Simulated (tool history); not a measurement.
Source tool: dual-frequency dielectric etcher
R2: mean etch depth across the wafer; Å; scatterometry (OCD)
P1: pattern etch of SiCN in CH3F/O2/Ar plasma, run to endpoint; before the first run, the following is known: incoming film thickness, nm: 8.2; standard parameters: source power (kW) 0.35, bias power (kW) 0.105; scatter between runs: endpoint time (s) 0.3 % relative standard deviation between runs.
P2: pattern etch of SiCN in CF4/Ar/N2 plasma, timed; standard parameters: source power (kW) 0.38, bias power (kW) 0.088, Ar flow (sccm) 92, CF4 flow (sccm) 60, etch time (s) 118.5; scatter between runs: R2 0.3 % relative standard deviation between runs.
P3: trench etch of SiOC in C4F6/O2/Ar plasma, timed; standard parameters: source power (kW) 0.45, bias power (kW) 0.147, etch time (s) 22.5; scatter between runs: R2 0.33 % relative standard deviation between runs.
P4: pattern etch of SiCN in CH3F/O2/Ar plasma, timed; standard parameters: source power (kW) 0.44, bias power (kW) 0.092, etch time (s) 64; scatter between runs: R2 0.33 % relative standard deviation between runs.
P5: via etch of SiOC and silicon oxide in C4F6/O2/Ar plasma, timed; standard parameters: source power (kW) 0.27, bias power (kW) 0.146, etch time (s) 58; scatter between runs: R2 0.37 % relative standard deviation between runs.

run 1 hour=12.3 | process_that_ran=P1 source_power_(kW)=0.35 bias_power_(kW)=0.105 | endpoint_time_(s)=19.95
run 2 hour=21.8 | process_that_ran=P4 source_power_(kW)=0.35 bias_power_(kW)=0.092 etch_time_(s)=64 | R2=250
run 3 hour=37.9 | process_that_ran=P1 source_power_(kW)=0.35 bias_power_(kW)=0.105 | endpoint_time_(s)=20.06
run 4 hour=51.5 | process_that_ran=P5 source_power_(kW)=0.27 bias_power_(kW)=0.115 etch_time_(s)=58 | R2=485.43
run 5 hour=64.9 | process_that_ran=P2 source_power_(kW)=0.38 bias_power_(kW)=0.124 etch_time_(s)=118.5 Ar_flow_(sccm)=92 CF4_flow_(sccm)=60 | R2=1073.3
run 6 hour=78.4 | process_that_ran=P1 source_power_(kW)=0.35 bias_power_(kW)=0.105 | endpoint_time_(s)=20.091
run 7 hour=90.4 | process_that_ran=P5 source_power_(kW)=0.27 bias_power_(kW)=0.146 etch_time_(s)=43.5 | R2=395.15
run 8 hour=107.5 | process_that_ran=P3 source_power_(kW)=0.45 bias_power_(kW)=0.147 etch_time_(s)=30 | R2=613.73
run 9 hour=116.2 | process_that_ran=P2 source_power_(kW)=0.38 bias_power_(kW)=0.088 etch_time_(s)=147.5 Ar_flow_(sccm)=92 CF4_flow_(sccm)=60 | R2=1165.3
run 10 hour=131.8 | process_that_ran=P2 source_power_(kW)=0.38 bias_power_(kW)=0.088 etch_time_(s)=118.5 Ar_flow_(sccm)=63 CF4_flow_(sccm)=60 | R2=985.71
run 11 hour=141.5 | process_that_ran=P5 source_power_(kW)=0.35 bias_power_(kW)=0.146 etch_time_(s)=58 | R2=580.8
run 12 hour=158.7 | process_that_ran=P4 source_power_(kW)=0.44 bias_power_(kW)=0.092 etch_time_(s)=64 | R2=273.42
run 13 hour=170.9 | process_that_ran=P2 source_power_(kW)=0.22 bias_power_(kW)=0.088 etch_time_(s)=118.5 Ar_flow_(sccm)=92 CF4_flow_(sccm)=60 | R2=582.18
run 14 hour=184.4 | process_that_ran=P1 source_power_(kW)=0.35 bias_power_(kW)=0.105 | endpoint_time_(s)=19.833
run 15 hour=196.1 | process_that_ran=P2 source_power_(kW)=0.38 bias_power_(kW)=0.088 etch_time_(s)=118.5 Ar_flow_(sccm)=92 CF4_flow_(sccm)=60 | R2=937.5
run 16 hour=209.3 | process_that_ran=P3 source_power_(kW)=0.45 bias_power_(kW)=0.147 etch_time_(s)=22.5 | R2=460.07
run 17 hour=226.4 | process_that_ran=P3 source_power_(kW)=0.31 bias_power_(kW)=0.147 etch_time_(s)=22.5 | R2=396.15
run 18 hour=236.5 | process_that_ran=P2 source_power_(kW)=0.38 bias_power_(kW)=0.088 etch_time_(s)=118.5 Ar_flow_(sccm)=92 CF4_flow_(sccm)=75 | R2=968.85
run 19 hour=249.1 | process_that_ran=P4 source_power_(kW)=0.44 bias_power_(kW)=0.13 etch_time_(s)=64 | R2=310.4
run 20 hour=262.9 | process_that_ran=P1 source_power_(kW)=0.35 bias_power_(kW)=0.126 | endpoint_time_(s)=18.581
run 21 hour=277.7 | process_that_ran=P3 source_power_(kW)=0.45 bias_power_(kW)=0.147 etch_time_(s)=22.5 | R2=462.65
run 22 hour=292.9 | process_that_ran=P1 source_power_(kW)=0.35 bias_power_(kW)=0.105 | endpoint_time_(s)=20.01
run 23 hour=306 | process_that_ran=P3 source_power_(kW)=0.45 bias_power_(kW)=0.108 etch_time_(s)=22.5 | R2=422.01
run 24 hour=315 | process_that_ran=P1 source_power_(kW)=0.28 bias_power_(kW)=0.105 | endpoint_time_(s)=21.582
run 25 hour=332.8 | process_that_ran=P1 source_power_(kW)=0.46 bias_power_(kW)=0.105 | endpoint_time_(s)=18.034
run 26 hour=342.4 | process_that_ran=P1 source_power_(kW)=0.26 bias_power_(kW)=0.123 | endpoint_time_(s)=20.811
run 27 hour=354.1 | process_that_ran=P1 source_power_(kW)=0.35 bias_power_(kW)=0.08 | endpoint_time_(s)=22.116
run 28 hour=367.7 | process_that_ran=P4 source_power_(kW)=0.44 bias_power_(kW)=0.092 etch_time_(s)=35 | R2=150.25
run 29 hour=379.3 | process_that_ran=P5 source_power_(kW)=0.27 bias_power_(kW)=0.146 etch_time_(s)=58 | R2=523.23
run 30 hour=390.2 | process_that_ran=P1 source_power_(kW)=0.35 bias_power_(kW)=0.105 | endpoint_time_(s)=20.011
run 31 hour=404 | process_that_ran=P1 source_power_(kW)=0.35 bias_power_(kW)=0.105 | endpoint_time_(s)=19.949
run 32 hour=418.5 | process_that_ran=P1 source_power_(kW)=0.35 bias_power_(kW)=0.105 | endpoint_time_(s)=20.09
run 33 hour=431.5 | process_that_ran=P1 source_power_(kW)=0.35 bias_power_(kW)=0.105 | endpoint_time_(s)=20.056
run 34 hour=442.1 | process_that_ran=P1 source_power_(kW)=0.35 bias_power_(kW)=0.105 | endpoint_time_(s)=20.074
run 35 hour=455.7 | process_that_ran=P1 source_power_(kW)=0.35 bias_power_(kW)=0.105 | endpoint_time_(s)=20.246
run 36 hour=471.2 | process_that_ran=P1 source_power_(kW)=0.35 bias_power_(kW)=0.105 | endpoint_time_(s)=20.169
run 37 hour=482.2 | process_that_ran=P1 source_power_(kW)=0.35 bias_power_(kW)=0.105 | endpoint_time_(s)=20.118
-- hour=489.2 wet clean of the chamber
run 38 hour=490.9 | process_that_ran=P1 source_power_(kW)=0.35 bias_power_(kW)=0.105 | endpoint_time_(s)=20.201
run 39 hour=501 | process_that_ran=P1 source_power_(kW)=0.35 bias_power_(kW)=0.105 | endpoint_time_(s)=20.282
run 40 hour=514.3 | process_that_ran=P1 source_power_(kW)=0.35 bias_power_(kW)=0.105 | endpoint_time_(s)=20.233
run 41 hour=526.4 | process_that_ran=P1 source_power_(kW)=0.35 bias_power_(kW)=0.105 | endpoint_time_(s)=20.334
run 42 hour=536.2 | process_that_ran=P1 source_power_(kW)=0.35 bias_power_(kW)=0.105 | endpoint_time_(s)=20.355

What P1 gives has crept away from where it was. These 2 causes fit the log equally well, each at the size given:
A: source power that arrives under what is set, % = 4.08
B: bias power that arrives under what is set, % = 3.91
Onset of the creep was near hour 418.5.
All other causes, with the reason each is excluded:
chamber walls in a state that lowers the etch rate, %: serviced at hour 489.2, after the change had begun; the process did not return to its earlier output

Which of the 4 check runs listed below separates the causes, so that each cause would produce a clearly different result? Each run uses one wafer, and its results are marked with question marks.
run check 1 hour=546 | process_that_ran=P4 source_power_(kW)=0.44 bias_power_(kW)=0.11 etch_time_(s)=48.5 | R2=?
run check 2 hour=546 | process_that_ran=P3 source_power_(kW)=0.35 bias_power_(kW)=0.147 etch_time_(s)=22.5 | R2=?
run check 3 hour=546 | process_that_ran=P2 source_power_(kW)=0.38 bias_power_(kW)=0.088 etch_time_(s)=118.5 Ar_flow_(sccm)=92 CF4_flow_(sccm)=71 | R2=?
run check 4 hour=546 | process_that_ran=P5 source_power_(kW)=0.27 bias_power_(kW)=0.116 etch_time_(s)=58 | R2=?

What each check would give under each cause:
check=check_1 result=R2 if_A=218.04 if_B=218.07
check=check_2 result=R2 if_A=410.65 if_B=412.39
check=check_3 result=R2 if_A=925.87 if_B=946.57
check=check_4 result=R2 if_A=479.62 if_B=481.78
Per check, the gap between the least separated pair of causes, taken in the result that splits them most: check 1 0.01 %; check 2 0.42 %; check 3 2.21 %; check 4 0.45 %
Check 3 tells the causes apart: in the others they would give nearly the same result.

With check 3 done, the readings were: R2 947.54 Å. Identify which of the listed causes applies.

B is the cause: bias power that arrives under what is set, %.
